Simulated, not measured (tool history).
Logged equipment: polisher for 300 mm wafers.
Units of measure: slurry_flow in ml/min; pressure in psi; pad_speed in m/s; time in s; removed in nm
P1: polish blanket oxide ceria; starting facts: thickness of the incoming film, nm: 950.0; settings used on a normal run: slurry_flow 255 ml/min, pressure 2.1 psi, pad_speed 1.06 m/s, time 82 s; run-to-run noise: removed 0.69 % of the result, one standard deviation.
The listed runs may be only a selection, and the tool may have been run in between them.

run,hour,slurry_flow,pressure,pad_speed,time,wafers polished on this pad,hours since the slurry nozzle was cleaned,hours since the head pressure was calibrated,removed
1,4,255,2.1,1.06,82,911,311.2,266.4,251.3
2,8.2,255,2.1,1.66,82,936,315.4,270.6,391.91
3,12.2,255,2.1,0.48,82,959,319.4,274.6,113.5
4,15.7,155,2.1,1.06,82,980,322.9,278.1,235.42
5,19,360,2.1,1.06,39,1000,326.2,281.4,122.82
6,20.8,255,2.1,1.06,82,1010,328,283.2,251.38
7,23.2,255,2.1,1.06,82,1024,330.4,285.6,249.04
8,26.8,255,2.1,1.06,113,1046,334,289.2,342.82
9,29.9,255,2.1,1.06,42,1064,337.1,292.3,129.46
10,33,255,2.1,1.06,82,1082,340.2,295.4,249.08
11,37.1,255,2.1,1.06,82,1107,344.3,299.5,247.95
12,39.8,255,3.2,1.06,82,1122,347,302.2,385.08
13,43,255,1.1,1.06,82,1141,350.2,305.4,131.02
# hour 43.2: slurry nozzle cleaned
14,46.9,375,2.1,1.06,82,1164,3.8,309.3,259.58
15,49.8,255,2.1,1.06,82,1182,6.7,312.2,249.38
16,52.3,255,2.1,1.06,82,1196,9.2,314.7,251.3
17,55.4,255,2.1,1.06,82,1215,12.3,317.8,245.72
18,58.5,255,2.1,1.06,82,1233,15.4,320.9,242.16
19,62.3,255,2.1,1.06,82,1255,19.2,324.7,243.15
20,65.6,255,2.1,1.06,82,1275,22.5,328,239.49
# hour 68.2: worn pad replaced by a new one
21,69.4,255,2.1,1.06,82,7,26.3,331.8,240.64
22,73.4,255,2.1,1.06,82,30,30.3,335.8,239.76
23,77.5,255,2.1,1.06,82,54,34.4,339.9,236.86
24,80.4,255,2.1,1.06,82,72,37.3,342.8,237.85
25,83.5,255,2.1,1.06,82,90,40.4,345.9,241.86

Compared with where it was, what P1 gives has crept away. Each cause listed below fits the log as well as the rest, at the size given for it:
A: slurry flow missing at the pad, % = 30
B: head's pressure below its setpoint, % = 4.35
Creep in the process output first set in at about hour 49.8.
The rest of the possible causes, and what rules out each one:
removal rate lost through wear of the pad, %: serviced after onset, at hour 68.2, with no recovery of the prior output

Which of the 4 check runs listed below, each an average over 5 wafers with its results shown as question marks, gives clearly different results under the different listed causes?
check 1,86.6,255,1.5,0.48,82,,,,?
check 2,86.6,255,2.1,0.62,82,,,,?
check 3,86.6,255,2.5,1.06,82,,,,?
check 4,86.6,160,2.1,1.06,82,,,,?

What each check would give under each cause:
check,result,if A,if B
check 1,removed,77.561,77.561
check 2,removed,140.26,140.26
check 3,removed,285.47,285.47
check 4,removed,220.15,225.51
Separation of the two closest causes in each check, using whichever result separates them best: check 1 0 %; check 2 0 %; check 3 0 %; check 4 2.41 %
The other checks would show nearly matching results whichever cause is true, so check 4 is the only one that separates the causes.

Check 4 was then run and gave: removed 221.22 nm. Which cause is it?

The correct cause is A, namely: slurry flow missing at the pad, %.
